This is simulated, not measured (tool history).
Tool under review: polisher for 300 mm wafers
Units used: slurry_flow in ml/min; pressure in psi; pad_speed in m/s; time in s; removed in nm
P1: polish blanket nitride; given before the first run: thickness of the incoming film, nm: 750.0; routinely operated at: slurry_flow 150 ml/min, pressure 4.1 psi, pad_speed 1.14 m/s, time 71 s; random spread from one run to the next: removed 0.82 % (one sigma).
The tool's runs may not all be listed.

run,day,slurry_flow,pressure,pad_speed,time,removed
1,0.196,150,4.1,1.14,71,185.830
2,0.475,150,4.1,1.72,52,187.190
3,0.746,150,4.1,1.14,100,265.850
4,1.092,150,4.1,1.68,71,253.930
5,1.358,150,4.1,1.14,71,186.280
6,1.571,150,1.8,1.14,71,81.600
7,1.754,150,4.1,1.14,32,84.919
8,1.950,90,4.1,1.14,71,168.070
9,2.300,150,4.1,1.14,71,187.730
10,2.504,150,4.1,1.14,71,188.830
11,2.771,150,4.1,0.68,71,123.750
12,3.042,150,4.1,1.14,71,186.840
13,3.321,150,6.2,1.14,71,284.720
14,3.538,210,4.1,1.14,71,196.970
15,3.750,90,4.1,1.48,71,205.870
16,4.100,150,4.1,1.14,71,188.010
17,4.304,150,4.1,1.14,71,181.420
18,4.554,150,4.1,1.14,71,176.670
19,4.796,150,4.1,1.14,71,174.730
20,5.000,150,4.1,1.14,71,170.800
# day 5.179: worn pad replaced by a new one
21,5.208,150,4.1,1.14,71,172.710
22,5.429,150,4.1,1.14,71,171.200
23,5.621,150,4.1,1.14,71,172.800
24,5.867,150,4.1,1.14,71,167.450
25,6.092,150,4.1,1.14,71,166.890

P1 no longer gives what it gave before; its output has crept away from where it was. The following 2 causes, each at its listed size, fit the log equally well:
A: slurry flow missing at the pad, % = 37.1
B: head's pressure below its setpoint, % = 9.45
At approximately day 4.100, the process output began to creep.
Every other cause this tool's parts could produce, and why it does not fit the log:
removal rate lost through wear of the pad, %: serviced at day 5.179, after the drift had started, without restoring the earlier output

Consider the 4 check runs below, whose results appear as question marks and each of which averages 2 wafers. Which one distinguishes the causes, in that each cause would give it a clearly different result?
check 1,6.317,150,2.4,1.14,71,?
check 2,6.317,150,4.1,0.76,71,?
check 3,6.317,150,5.1,1.14,71,?
check 4,6.317,90,5.1,1.14,71,?

Outcome of each check run for each possible cause:
check,result,if A,if B
check 1,removed,99.232,99.220
check 2,removed,122.560,122.550
check 3,removed,210.870,210.840
check 4,removed,178.440,188.550
Gap, in per cent, between the two causes that each check separates least, read from the result that separates them most: check 1 0.01 %; check 2 0.01 %; check 3 0.01 %; check 4 5.51 %
Of the check runs offered, only check 4 discriminates between the causes; the rest would read about the same regardless of which cause applies.

After running check 4, the following was obtained: removed 176.870 nm. Which cause does this point to?

It was cause A: slurry flow missing at the pad, %.

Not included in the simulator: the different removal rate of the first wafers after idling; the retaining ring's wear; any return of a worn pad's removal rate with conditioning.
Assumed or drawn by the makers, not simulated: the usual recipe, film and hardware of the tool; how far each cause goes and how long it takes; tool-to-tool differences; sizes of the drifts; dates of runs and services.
